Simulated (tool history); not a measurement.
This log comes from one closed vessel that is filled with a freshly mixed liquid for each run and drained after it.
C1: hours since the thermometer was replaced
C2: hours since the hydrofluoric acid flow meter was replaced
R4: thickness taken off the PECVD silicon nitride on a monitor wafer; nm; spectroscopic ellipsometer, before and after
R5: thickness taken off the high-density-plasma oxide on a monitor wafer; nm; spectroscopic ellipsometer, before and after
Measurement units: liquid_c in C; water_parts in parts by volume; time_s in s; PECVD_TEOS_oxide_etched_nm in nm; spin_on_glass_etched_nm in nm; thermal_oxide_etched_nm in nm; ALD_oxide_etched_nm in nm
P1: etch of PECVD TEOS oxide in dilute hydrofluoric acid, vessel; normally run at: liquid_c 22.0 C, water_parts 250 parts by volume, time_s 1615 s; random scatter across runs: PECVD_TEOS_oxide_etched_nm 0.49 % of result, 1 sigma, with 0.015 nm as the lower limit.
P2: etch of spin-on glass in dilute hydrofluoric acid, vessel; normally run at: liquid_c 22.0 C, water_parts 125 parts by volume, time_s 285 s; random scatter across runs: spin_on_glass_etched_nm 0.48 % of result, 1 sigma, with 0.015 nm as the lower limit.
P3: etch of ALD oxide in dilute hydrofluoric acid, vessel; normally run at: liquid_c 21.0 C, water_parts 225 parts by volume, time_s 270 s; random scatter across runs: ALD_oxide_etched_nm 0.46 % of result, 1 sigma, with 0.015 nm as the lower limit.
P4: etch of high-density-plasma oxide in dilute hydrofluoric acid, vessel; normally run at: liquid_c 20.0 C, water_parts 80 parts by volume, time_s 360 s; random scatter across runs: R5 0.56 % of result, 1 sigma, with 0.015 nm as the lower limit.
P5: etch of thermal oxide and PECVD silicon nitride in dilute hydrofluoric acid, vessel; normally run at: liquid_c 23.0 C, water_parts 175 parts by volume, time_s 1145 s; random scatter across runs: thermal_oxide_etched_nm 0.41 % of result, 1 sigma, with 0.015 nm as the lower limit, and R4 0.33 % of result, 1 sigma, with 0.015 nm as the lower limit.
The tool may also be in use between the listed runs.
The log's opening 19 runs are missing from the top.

{"run": 20, "hour": 95.4, "process": "P4", "liquid_c": 20.0, "water_parts": 80, "time_s": 635, "C1": 1688.8, "C2": 1332.9, "R5": 60.282}
{"run": 21, "hour": 101.9, "process": "P1", "liquid_c": 22.0, "water_parts": 415, "time_s": 2790, "C1": 1695.3, "C2": 1339.4, "PECVD_TEOS_oxide_etched_nm": 40.169}
{"run": 22, "hour": 106.3, "process": "P1", "liquid_c": 22.0, "water_parts": 250, "time_s": 1615, "C1": 1699.7, "C2": 1343.8, "PECVD_TEOS_oxide_etched_nm": 44.912}
{"run": 23, "hour": 111.9, "process": "P1", "liquid_c": 22.0, "water_parts": 250, "time_s": 3165, "C1": 1705.3, "C2": 1349.4, "PECVD_TEOS_oxide_etched_nm": 88.789}
{"run": 24, "hour": 117.4, "process": "P4", "liquid_c": 20.0, "water_parts": 80, "time_s": 360, "C1": 1710.8, "C2": 1354.9, "R5": 34.421}
{"run": 25, "hour": 122.9, "process": "P5", "liquid_c": 23.0, "water_parts": 175, "time_s": 2275, "C1": 1716.3, "C2": 1360.4, "thermal_oxide_etched_nm": 52.414, "R4": 31.412}
{"run": 26, "hour": 128.8, "process": "P1", "liquid_c": 29.5, "water_parts": 250, "time_s": 1615, "C1": 1722.2, "C2": 1366.3, "PECVD_TEOS_oxide_etched_nm": 58.427}
{"run": 27, "hour": 132.1, "process": "P3", "liquid_c": 17.0, "water_parts": 225, "time_s": 270, "C1": 1725.5, "C2": 1369.6, "ALD_oxide_etched_nm": 15.228}
{"run": 28, "hour": 137.3, "process": "P3", "liquid_c": 21.0, "water_parts": 225, "time_s": 270, "C1": 1730.7, "C2": 1374.8, "ALD_oxide_etched_nm": 17.571}
{"run": 29, "hour": 142.1, "process": "P4", "liquid_c": 20.0, "water_parts": 80, "time_s": 360, "C1": 1735.5, "C2": 1379.6, "R5": 33.98}

Predict the results of run 30:
{"run": 30, "hour": 145.6, "process": "P1", "liquid_c": 22.0, "water_parts": 250, "time_s": 1615, "C1": 1739.0, "C2": 1383.1, "PECVD_TEOS_oxide_etched_nm": "?"}

Run 30 produced PECVD_TEOS_oxide_etched_nm 44.71200 nm.

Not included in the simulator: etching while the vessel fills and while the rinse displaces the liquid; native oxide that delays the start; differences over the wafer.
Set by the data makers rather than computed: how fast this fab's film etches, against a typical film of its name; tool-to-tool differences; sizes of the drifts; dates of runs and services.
